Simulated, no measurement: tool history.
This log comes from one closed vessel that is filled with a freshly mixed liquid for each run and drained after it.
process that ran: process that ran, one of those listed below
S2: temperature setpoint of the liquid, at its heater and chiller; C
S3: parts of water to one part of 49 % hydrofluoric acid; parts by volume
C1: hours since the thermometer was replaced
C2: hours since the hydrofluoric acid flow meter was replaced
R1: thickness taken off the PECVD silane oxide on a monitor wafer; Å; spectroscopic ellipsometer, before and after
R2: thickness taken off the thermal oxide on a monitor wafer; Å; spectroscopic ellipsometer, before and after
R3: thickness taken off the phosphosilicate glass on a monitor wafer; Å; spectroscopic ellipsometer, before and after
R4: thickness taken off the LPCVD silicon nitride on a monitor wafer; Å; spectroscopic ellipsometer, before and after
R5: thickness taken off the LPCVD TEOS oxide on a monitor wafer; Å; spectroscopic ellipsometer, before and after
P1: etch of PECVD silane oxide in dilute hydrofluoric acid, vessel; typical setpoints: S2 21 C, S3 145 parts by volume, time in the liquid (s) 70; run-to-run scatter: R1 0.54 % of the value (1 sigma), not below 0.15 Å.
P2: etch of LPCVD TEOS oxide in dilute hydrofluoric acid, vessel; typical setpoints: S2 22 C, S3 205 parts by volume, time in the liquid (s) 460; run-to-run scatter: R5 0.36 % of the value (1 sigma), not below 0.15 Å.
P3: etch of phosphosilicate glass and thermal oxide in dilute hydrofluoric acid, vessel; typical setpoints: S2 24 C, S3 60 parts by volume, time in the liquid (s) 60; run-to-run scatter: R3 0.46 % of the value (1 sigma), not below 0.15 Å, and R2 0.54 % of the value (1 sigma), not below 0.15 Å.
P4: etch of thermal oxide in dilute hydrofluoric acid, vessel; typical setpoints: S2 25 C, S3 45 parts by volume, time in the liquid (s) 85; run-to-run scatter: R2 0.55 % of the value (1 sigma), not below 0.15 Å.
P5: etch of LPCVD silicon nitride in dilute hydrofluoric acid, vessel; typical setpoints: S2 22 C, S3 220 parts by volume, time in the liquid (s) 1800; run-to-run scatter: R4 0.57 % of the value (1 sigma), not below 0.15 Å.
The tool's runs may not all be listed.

{"run": 1, "hour": 8.0, "process that ran": "P1", "S2": 21, "S3": 145, "time in the liquid (s)": 70, "C1": 1960.3, "C2": 564.9, "R1": 83.396}
{"run": 2, "hour": 18.3, "process that ran": "P1", "S2": 29, "S3": 145, "time in the liquid (s)": 70, "C1": 1970.6, "C2": 575.2, "R1": 113.43}
{"run": 3, "hour": 26.4, "process that ran": "P4", "S2": 25, "S3": 45, "time in the liquid (s)": 85, "C1": 1978.7, "C2": 583.3, "R2": 99.953}
{"run": 4, "hour": 36.3, "process that ran": "P4", "S2": 28.5, "S3": 45, "time in the liquid (s)": 85, "C1": 1988.6, "C2": 593.2, "R2": 114.92}
{"run": 5, "hour": 46.3, "process that ran": "P3", "S2": 24, "S3": 110, "time in the liquid (s)": 60, "C1": 1998.6, "C2": 603.2, "R2": 25.17, "R3": 451.43}
{"run": 6, "hour": 58.8, "process that ran": "P5", "S2": 17, "S3": 220, "time in the liquid (s)": 1800, "C1": 2011.1, "C2": 615.7, "R4": 25.636}
{"run": 7, "hour": 66.5, "process that ran": "P5", "S2": 22, "S3": 220, "time in the liquid (s)": 250, "C1": 2018.8, "C2": 623.4, "R4": 5.045}
{"run": 8, "hour": 79.3, "process that ran": "P1", "S2": 21, "S3": 35, "time in the liquid (s)": 70, "C1": 2031.6, "C2": 636.2, "R1": 388.61}
{"run": 9, "hour": 90.9, "process that ran": "P3", "S2": 24, "S3": 60, "time in the liquid (s)": 60, "C1": 2043.2, "C2": 647.8, "R2": 48.588, "R3": 873.83}
{"run": 10, "hour": 100.3, "process that ran": "P2", "S2": 22, "S3": 335, "time in the liquid (s)": 460, "C1": 2052.6, "C2": 657.2, "R5": 170.74}
{"run": 11, "hour": 107.0, "process that ran": "P4", "S2": 25, "S3": 45, "time in the liquid (s)": 85, "C1": 2059.3, "C2": 663.9, "R2": 100.2}
{"run": 12, "hour": 115.6, "process that ran": "P5", "S2": 22, "S3": 395, "time in the liquid (s)": 1800, "C1": 2067.9, "C2": 672.5, "R4": 20.122}
{"run": 13, "hour": 122.1, "process that ran": "P1", "S2": 21, "S3": 145, "time in the liquid (s)": 70, "C1": 2074.4, "C2": 679, "R1": 82.342}
{"run": 14, "hour": 129.7, "process that ran": "P1", "S2": 21, "S3": 145, "time in the liquid (s)": 70, "C1": 2082, "C2": 686.6, "R1": 83.149}
{"run": 15, "hour": 138.2, "process that ran": "P1", "S2": 17, "S3": 145, "time in the liquid (s)": 135, "C1": 2090.5, "C2": 695.1, "R1": 135.68}
{"run": 16, "hour": 151.2, "process that ran": "P1", "S2": 21, "S3": 145, "time in the liquid (s)": 30, "C1": 2103.5, "C2": 708.1, "R1": 35.718}
{"run": 17, "hour": 162.4, "process that ran": "P2", "S2": 22, "S3": 205, "time in the liquid (s)": 460, "C1": 2114.7, "C2": 719.3, "R5": 317.37}
{"run": 18, "hour": 169.3, "process that ran": "P1", "S2": 21, "S3": 145, "time in the liquid (s)": 70, "C1": 2121.6, "C2": 726.2, "R1": 83.22}
{"run": 19, "hour": 178.7, "process that ran": "P4", "S2": 25, "S3": 45, "time in the liquid (s)": 135, "C1": 2131, "C2": 735.6, "R2": 157.51}
{"run": 20, "hour": 189.4, "process that ran": "P1", "S2": 21, "S3": 145, "time in the liquid (s)": 130, "C1": 2141.7, "C2": 746.3, "R1": 153.46}
{"run": 21, "hour": 199.5, "process that ran": "P2", "S2": 22, "S3": 205, "time in the liquid (s)": 460, "C1": 2151.8, "C2": 756.4, "R5": 316.92}
{"run": 22, "hour": 209.1, "process that ran": "P1", "S2": 21, "S3": 235, "time in the liquid (s)": 70, "C1": 2161.4, "C2": 766, "R1": 46.569}
{"run": 23, "hour": 216.1, "process that ran": "P1", "S2": 17, "S3": 145, "time in the liquid (s)": 70, "C1": 2168.4, "C2": 773, "R1": 70.732}
{"run": 24, "hour": 229.4, "process that ran": "P2", "S2": 17, "S3": 205, "time in the liquid (s)": 460, "C1": 2181.7, "C2": 786.3, "R5": 262.06}
{"run": 25, "hour": 240.5, "process that ran": "P3", "S2": 17, "S3": 60, "time in the liquid (s)": 60, "C1": 2192.8, "C2": 797.4, "R2": 36.504, "R3": 653.57}
{"run": 26, "hour": 252.5, "process that ran": "P3", "S2": 24, "S3": 60, "time in the liquid (s)": 110, "C1": 2204.8, "C2": 809.4, "R2": 89.26, "R3": 1608.9}
{"run": 27, "hour": 262.2, "process that ran": "P1", "S2": 21, "S3": 145, "time in the liquid (s)": 70, "C1": 2214.5, "C2": 819.1, "R1": 82.672}
{"run": 28, "hour": 270.5, "process that ran": "P4", "S2": 25, "S3": 60, "time in the liquid (s)": 85, "C1": 2222.8, "C2": 827.4, "R2": 73.561}
{"run": 29, "hour": 276.3, "process that ran": "P2", "S2": 22, "S3": 205, "time in the liquid (s)": 775, "C1": 2228.6, "C2": 833.2, "R5": 530.16}
{"run": 30, "hour": 288.2, "process that ran": "P5", "S2": 22, "S3": 220, "time in the liquid (s)": 1800, "C1": 2240.5, "C2": 845.1, "R4": 35.714}
{"run": 31, "hour": 298.7, "process that ran": "P1", "S2": 21, "S3": 145, "time in the liquid (s)": 70, "C1": 2251, "C2": 855.6, "R1": 83.233}
{"run": 32, "hour": 310.7, "process that ran": "P1", "S2": 21, "S3": 145, "time in the liquid (s)": 70, "C1": 2263, "C2": 867.6, "R1": 80.074}
{"run": 33, "hour": 324.4, "process that ran": "P1", "S2": 21, "S3": 145, "time in the liquid (s)": 70, "C1": 2276.7, "C2": 881.3, "R1": 78.69}
{"run": 34, "hour": 330.7, "process that ran": "P1", "S2": 21, "S3": 145, "time in the liquid (s)": 70, "C1": 2283, "C2": 887.6, "R1": 78.573}
{"run": 35, "hour": 338.5, "process that ran": "P1", "S2": 21, "S3": 145, "time in the liquid (s)": 70, "C1": 2290.8, "C2": 895.4, "R1": 77.557}
{"run": 36, "hour": 344.7, "process that ran": "P1", "S2": 21, "S3": 145, "time in the liquid (s)": 70, "C1": 2297, "C2": 901.6, "R1": 77.718}
{"run": 37, "hour": 351.9, "process that ran": "P1", "S2": 21, "S3": 145, "time in the liquid (s)": 70, "C1": 2304.2, "C2": 908.8, "R1": 77.26}

P1 no longer gives what it gave before; its output has crept away from where it was. The following 2 causes, each at its listed size, fit the log equally well:
A: hydrofluoric acid flow below the setpoint (%) = 5.88
B: liquid colder than its thermometer reads (K) = 1.77
The process output started creeping at around hour 298.7.

Consider the 4 single-wafer check runs listed below, results given as question marks: which one distinguishes between the causes by giving clearly different results for each?
{"run": "check 1", "hour": 359.1, "process that ran": "P5", "S2": 22, "S3": 220, "time in the liquid (s)": 1800, "R4": "?"}
{"run": "check 2", "hour": 359.1, "process that ran": "P4", "S2": 25, "S3": 45, "time in the liquid (s)": 85, "R2": "?"}
{"run": "check 3", "hour": 359.1, "process that ran": "P3", "S2": 24, "S3": 60, "time in the liquid (s)": 60, "R2": "?", "R3": "?"}
{"run": "check 4", "hour": 359.1, "process that ran": "P2", "S2": 22, "S3": 205, "time in the liquid (s)": 460, "R5": "?"}

How each check would come out, cause by cause:
check=check_1 result=R4 if_A=33.582 if_B=31.792
check=check_2 result=R2 if_A=93.644 if_B=92.837
check=check_3 result=R2 if_A=45.824 if_B=45.492
check=check_3 result=R3 if_A=820.17 if_B=814.22
check=check_4 result=R5 if_A=294.57 if_B=296.43
Smallest distance between any two causes, each pair judged by its most separating result, in per cent: check 1 5.48 %; check 2 0.87 %; check 3 0.73 %; check 4 0.63 %
Check 1 distinguishes between the causes, while the remaining checks would return nearly the same result for all of them.

Running check 1 produced the following: R4 31.953 Å. Which one of the listed causes fits?

Of the candidate causes, it is B: liquid colder than its thermometer reads (K).

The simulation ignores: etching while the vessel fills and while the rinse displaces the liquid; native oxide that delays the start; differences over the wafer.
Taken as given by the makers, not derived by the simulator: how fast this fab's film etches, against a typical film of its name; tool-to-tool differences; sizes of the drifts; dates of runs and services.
